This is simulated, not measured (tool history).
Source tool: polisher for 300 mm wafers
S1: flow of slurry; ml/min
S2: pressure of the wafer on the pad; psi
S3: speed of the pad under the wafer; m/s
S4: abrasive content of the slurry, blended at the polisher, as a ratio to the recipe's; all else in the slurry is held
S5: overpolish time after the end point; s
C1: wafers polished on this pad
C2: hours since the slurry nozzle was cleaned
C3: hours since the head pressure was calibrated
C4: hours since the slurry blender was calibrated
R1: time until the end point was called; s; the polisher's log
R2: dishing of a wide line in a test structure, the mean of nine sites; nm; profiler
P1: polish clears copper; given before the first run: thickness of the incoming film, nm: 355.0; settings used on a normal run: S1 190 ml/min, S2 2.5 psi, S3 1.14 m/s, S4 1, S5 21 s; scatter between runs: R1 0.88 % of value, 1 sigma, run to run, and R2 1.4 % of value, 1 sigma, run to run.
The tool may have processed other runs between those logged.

| run | hour | S1 | S2 | S3 | S4 | S5 | C1 | C2 | C3 | C4 | R1 | R2 |
|---|---|---|---|---|---|---|---|---|---|---|---|---|
| 1 | 4 | 190 | 2.5 | 1.14 | 1 | 21 | 419 | 579.9 | 443.9 | 55.4 | 125.11 | 30.049 |
| 2 | 9 | 190 | 2.5 | 1.14 | 1 | 21 | 457 | 584.9 | 448.9 | 60.4 | 128.56 | 30.134 |
| 3 | 13.8 | 190 | 2.5 | 1.14 | 1 | 35 | 493 | 589.7 | 453.7 | 65.2 | 125.76 | 39.287 |
| 4 | 19.3 | 190 | 2.5 | 1.14 | 1 | 21 | 535 | 595.2 | 459.2 | 70.7 | 124.7 | 30.836 |
| 5 | 23 | 190 | 2.5 | 1.14 | 1 | 21 | 563 | 598.9 | 462.9 | 74.4 | 123.35 | 31.169 |
| 6 | 28.4 | 190 | 2.5 | 1.44 | 1 | 41 | 604 | 604.3 | 468.3 | 79.8 | 99.419 | 43.982 |
| 7 | 35.4 | 190 | 2.5 | 1.14 | 1 | 21 | 656 | 611.3 | 475.3 | 86.8 | 125.73 | 30.411 |
| 8 | 40.7 | 115 | 2.5 | 1.14 | 1 | 21 | 697 | 616.6 | 480.6 | 92.1 | 135.4 | 29.826 |
|  | 42.2 | slurry nozzle cleaned |
| 9 | 44.6 | 190 | 3.5 | 1.14 | 1 | 21 | 726 | 2.4 | 484.5 | 96 | 89.514 | 36.568 |
| 10 | 50.9 | 270 | 1.7 | 1.14 | 1 | 21 | 774 | 8.7 | 490.8 | 102.3 | 179.25 | 23.844 |
| 11 | 54.4 | 245 | 2.5 | 1.14 | 1 | 21 | 800 | 12.2 | 494.3 | 105.8 | 121.6 | 30.902 |
|  | 59.9 | head pressure recalibrated |
| 12 | 60.4 | 190 | 2.5 | 1.14 | 1 | 21 | 846 | 18.2 | 0.6 | 111.8 | 126.63 | 30.521 |
| 13 | 68.1 | 190 | 2.5 | 1.46 | 1 | 21 | 904 | 25.9 | 8.3 | 119.5 | 99.443 | 35.106 |
| 14 | 71.7 | 190 | 2.5 | 1.14 | 1 | 6 | 931 | 29.5 | 11.9 | 123.1 | 126.23 | 12.011 |
| 15 | 75.8 | 190 | 2.5 | 0.68 | 1 | 21 | 962 | 33.6 | 16 | 127.2 | 208.91 | 21.869 |
| 16 | 81.4 | 190 | 2.5 | 1.14 | 0.55 | 21 | 1005 | 39.2 | 21.6 | 132.8 | 141.16 | 27.702 |
| 17 | 88.9 | 190 | 2.5 | 1.14 | 1.4 | 21 | 1061 | 46.7 | 29.1 | 140.3 | 117.23 | 31.712 |
| 18 | 95 | 190 | 2.5 | 1.4 | 1 | 6 | 1107 | 52.8 | 35.2 | 146.4 | 101.92 | 13.912 |
| 19 | 98.9 | 190 | 1.6 | 1.14 | 1 | 21 | 1137 | 56.7 | 39.1 | 150.3 | 199.72 | 21.744 |
| 20 | 102.4 | 190 | 2.5 | 1.14 | 1 | 21 | 1163 | 60.2 | 42.6 | 153.8 | 124.92 | 30.429 |
| 21 | 108.8 | 190 | 2.5 | 1.14 | 1 | 21 | 1212 | 66.6 | 49 | 160.2 | 130.43 | 29.176 |
| 22 | 112.4 | 190 | 2.5 | 1.14 | 1 | 21 | 1239 | 70.2 | 52.6 | 163.8 | 128.77 | 28.679 |
| 23 | 118.7 | 190 | 2.5 | 1.14 | 1 | 21 | 1287 | 76.5 | 58.9 | 170.1 | 131.75 | 30.016 |
| 24 | 123.6 | 190 | 2.5 | 1.14 | 1 | 21 | 1324 | 81.4 | 63.8 | 175 | 134.27 | 29.489 |
| 25 | 129.4 | 190 | 2.5 | 1.14 | 1 | 21 | 1368 | 87.2 | 69.6 | 180.8 | 134.09 | 29.265 |
| 26 | 133.9 | 190 | 2.5 | 1.14 | 1 | 21 | 1402 | 91.7 | 74.1 | 185.3 | 134.49 | 28.637 |
| 27 | 141.1 | 190 | 2.5 | 1.14 | 1 | 21 | 1456 | 98.9 | 81.3 | 192.5 | 135.39 | 28.87 |
|  | 145.7 | slurry blender recalibrated |
| 28 | 147.9 | 190 | 2.5 | 1.14 | 1 | 21 | 1508 | 105.7 | 88.1 | 2.2 | 136.48 | 29.111 |
|  | 149.2 | head pressure recalibrated |
| 29 | 153.2 | 190 | 2.5 | 1.14 | 1 | 21 | 1548 | 111 | 4.1 | 7.5 | 137.2 | 29.109 |
| 30 | 158.9 | 190 | 2.5 | 1.14 | 1 | 21 | 1591 | 116.7 | 9.8 | 13.2 | 134.06 | 29.543 |
| 31 | 164.8 | 190 | 2.5 | 1.14 | 1 | 21 | 1636 | 122.6 | 15.7 | 19.1 | 133.11 | 28.636 |

The output of P1 has drifted from where it used to be. Each of the 2 causes below, taken at the size shown beside it, accounts for the log equally well:
A: slurry flow missing at the pad, % = 35.9
B: removal rate lost through wear of the pad, % = 7.38
At approximately hour 102.4, the process output began to creep.
All other causes, with the reason each is excluded:
head's pressure below its setpoint, %: serviced after onset, at hour 149.2, with no recovery of the prior output
abrasive missing from the slurry, %: serviced after onset, at hour 145.7, with no recovery of the prior output

Below are 4 check runs, each averaged over 3 wafers, with their results shown as question marks. Which of them would give clearly different results depending on which cause is behind the drift?
| check 1 | 170.7 | 190 | 2.5 | 1.14 | 0.75 | 21 |  |  |  |  | ? | ? |
| check 2 | 170.7 | 190 | 2.5 | 0.74 | 1 | 21 |  |  |  |  | ? | ? |
| check 3 | 170.7 | 115 | 2.5 | 1.14 | 1 | 11 |  |  |  |  | ? | ? |
| check 4 | 170.7 | 190 | 2.5 | 1.14 | 1 | 12 |  |  |  |  | ? | ? |

Expected result of each check under each candidate cause:
| check | result | if A | if B |
|---|---|---|---|
| check 1 | R1 | 144.34 | 144.33 |
| check 1 | R2 | 27.76 | 27.76 |
| check 2 | R1 | 209.29 | 209.28 |
| check 2 | R2 | 21.384 | 21.385 |
| check 3 | R1 | 155.13 | 148.5 |
| check 3 | R2 | 16.286 | 16.875 |
| check 4 | R1 | 135.85 | 135.85 |
| check 4 | R2 | 19.403 | 19.404 |
Per-check spread between the two closest causes, in the result where they differ most: check 1 0 %; check 2 0 %; check 3 4.36 %; check 4 0 %
Check 3 tells the causes apart: in the others they would give nearly the same result.

Running check 3 produced the following: R1 149.59 s; R2 17.175 nm. Which one of the listed causes fits?

It is B: removal rate lost through wear of the pad, %.
